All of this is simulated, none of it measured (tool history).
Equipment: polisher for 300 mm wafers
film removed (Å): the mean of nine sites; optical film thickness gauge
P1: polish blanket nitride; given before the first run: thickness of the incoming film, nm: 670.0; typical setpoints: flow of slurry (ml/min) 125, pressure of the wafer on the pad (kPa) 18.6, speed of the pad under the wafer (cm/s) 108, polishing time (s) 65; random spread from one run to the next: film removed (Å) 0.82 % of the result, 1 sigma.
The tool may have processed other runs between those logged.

run   hour  flow of slurry (ml/min)  pressure of the wafer on the pad (kPa)  speed of the pad under the wafer (cm/s)  polishing time (s)  wafers polished on this pad  hours since the slurry nozzle was cleaned  hours since the head pressure was calibrated  film removed (Å)
  1   12.2                      125                                    18.6                                      108                  65                          393                                      125.1                                         177.0            967.57
  2   21.0                      125                                    18.6                                      108                  65                          467                                      133.9                                         185.8            966.56
  3   38.4                       75                                    18.6                                      108                  65                          613                                      151.3                                         203.2            860.08
  4   50.6                      125                                    18.6                                      108                  65                          716                                      163.5                                         215.4            967.59
  5   59.4                      125                                    12.4                                      108                  93                          790                                      172.3                                         224.2            924.52
  6   68.6                      125                                    18.6                                      108                  99                          867                                      181.5                                         233.4           1457.10
  7   77.5                      125                                    18.6                                      108                  65                          942                                      190.4                                         242.3            965.74
  8   85.0                      125                                    18.6                                      108                  65                         1005                                      197.9                                         249.8            959.21
  9  101.6                      125                                    10.3                                      108                  65                         1144                                      214.5                                         266.4            544.12
 10  114.2                      125                                    18.6                                      108                  29                         1250                                      227.1                                         279.0            429.98
 11  131.6                      125                                    18.6                                       48                  65                         1396                                      244.5                                         296.4            501.49
 12  139.8                      125                                    23.4                                      108                  65                         1465                                      252.7                                         304.6           1217.80
 13  152.5                      125                                    18.6                                      172                  65                         1572                                      265.4                                         317.3           1408.70
     159.4  -- worn pad replaced by a new one
 14  161.7                      125                                    18.6                                      108                  65                           19                                      274.6                                         326.5            949.22
 15  177.5                      175                                    18.6                                      108                  65                          152                                      290.4                                         342.3            998.15
 16  194.9                      125                                    18.6                                      108                  65                          298                                      307.8                                         359.7            959.94
 17  205.0                      125                                    18.6                                      108                  65                          383                                      317.9                                         369.8            949.86
 18  214.2                      125                                    18.6                                      108                  65                          460                                      327.1                                         379.0            921.45
 19  225.8                      125                                    18.6                                      108                  65                          558                                      338.7                                         390.6            897.95
 20  235.0                      125                                    18.6                                      108                  65                          635                                      347.9                                         399.8            896.88
 21  244.9                      125                                    18.6                                      108                  65                          718                                      357.8                                         409.7            896.36
     248.5  -- worn pad replaced by a new one
 22  254.7                      125                                    18.6                                      108                  65                           52                                      367.6                                         419.5            888.20
 23  264.3                      125                                    18.6                                      108                  65                          132                                      377.2                                         429.1            872.58
 24  280.6                      125                                    18.6                                      108                  65                          269                                      393.5                                         445.4            885.75
 25  290.2                      125                                    18.6                                      108                  65                          350                                      403.1                                         455.0            870.20
 26  304.3                      125                                    18.6                                      108                  65                          468                                      417.2                                         469.1            871.33

Something has made what P1 gives creep away from where it was; the 2 causes below, each at its own stated size, fit the log equally well:
A: head's pressure below its setpoint, % = 8.67
B: slurry flow missing at the pad, % = 31.4
At approximately hour 194.9, the process output began to creep.
Every other cause this tool's parts could produce, and why it does not fit the log:
removal rate lost through wear of the pad, %: serviced after onset, at hour 248.5, with no recovery of the prior output

You are offered 4 check runs, listed below with question marks in place of their results; each one averages 2 wafers. Which run separates the listed causes by giving clearly different results for each?
check 1  318.4                       80                                    18.6                                      108                  65                                                                                                                                       ?
check 2  318.4                      125                                    18.6                                      166                  99                                                                                                                                       ?
check 3  318.4                      125                                    18.6                                       48                  65                                                                                                                                       ?
check 4  318.4                      125                                    18.6                                       58                  41                                                                                                                                       ?

Expected result of each check under each candidate cause:
  check            result     if A     if B
check 1  film removed (Å)   788.12   755.41
check 2  film removed (Å)  1892.00  1891.70
check 3  film removed (Å)   460.38   460.29
check 4  film removed (Å)   337.86   337.80
Distance between the nearest two causes, measured in the result of the check that separates them most: check 1 4.24 %; check 2 0.02 %; check 3 0.02 %; check 4 0.02 %
Of the check runs offered, only check 1 discriminates between the causes; the rest would read about the same regardless of which cause applies.

Check 1 was then run and gave: film removed (Å) 778.99. Which cause is it?

It was cause A: head's pressure below its setpoint, %.
